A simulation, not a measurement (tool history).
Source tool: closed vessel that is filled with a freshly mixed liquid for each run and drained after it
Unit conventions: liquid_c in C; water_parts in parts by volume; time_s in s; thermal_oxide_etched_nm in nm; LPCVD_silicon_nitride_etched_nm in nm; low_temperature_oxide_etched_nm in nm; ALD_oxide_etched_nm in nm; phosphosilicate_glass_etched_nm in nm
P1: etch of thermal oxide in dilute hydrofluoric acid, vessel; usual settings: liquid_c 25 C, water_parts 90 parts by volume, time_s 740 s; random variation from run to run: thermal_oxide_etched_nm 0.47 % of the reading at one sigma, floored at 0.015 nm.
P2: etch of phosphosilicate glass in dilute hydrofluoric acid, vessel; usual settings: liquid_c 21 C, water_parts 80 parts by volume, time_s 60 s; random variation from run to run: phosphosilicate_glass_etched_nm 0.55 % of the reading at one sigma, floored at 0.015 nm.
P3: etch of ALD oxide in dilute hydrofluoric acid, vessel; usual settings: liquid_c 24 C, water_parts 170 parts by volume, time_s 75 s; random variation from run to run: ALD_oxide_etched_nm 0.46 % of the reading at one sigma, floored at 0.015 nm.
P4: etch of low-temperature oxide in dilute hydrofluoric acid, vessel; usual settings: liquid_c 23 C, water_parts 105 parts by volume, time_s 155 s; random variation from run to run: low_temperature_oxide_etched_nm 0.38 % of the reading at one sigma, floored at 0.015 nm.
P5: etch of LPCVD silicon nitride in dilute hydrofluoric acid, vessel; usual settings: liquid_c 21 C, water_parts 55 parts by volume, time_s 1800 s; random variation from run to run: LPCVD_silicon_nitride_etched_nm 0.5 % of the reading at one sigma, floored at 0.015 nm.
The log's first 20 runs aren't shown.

run,hour,process,liquid_c,water_parts,time_s,hours since the thermometer was replaced,hours since the hydrofluoric acid flow meter was replaced,thermal_oxide_etched_nm,LPCVD_silicon_nitride_etched_nm,low_temperature_oxide_etched_nm,ALD_oxide_etched_nm,phosphosilicate_glass_etched_nm
21,128,P2,21,80,60,642.6,830.1,,,,,137.48
22,133.5,P5,21,55,1800,648.1,835.6,,11.542,,,
23,140,P1,33,90,740,654.6,842.1,54.92,,,,
24,147,P1,25,90,740,661.6,849.1,41.041,,,,
25,153.8,P1,25,90,740,668.4,855.9,40.509,,,,
26,159,P1,25,90,740,673.6,861.1,40.792,,,,
27,166.4,P1,25,20,740,681,868.5,202.76,,,,
28,171.2,P1,25,125,740,685.8,873.3,28.121,,,,

What does the tool deliver on the next run?
29,178.4,P4,23,105,260,693,880.5,,,?,,

For run 29 the tool returned low_temperature_oxide_etched_nm 33.849 nm.
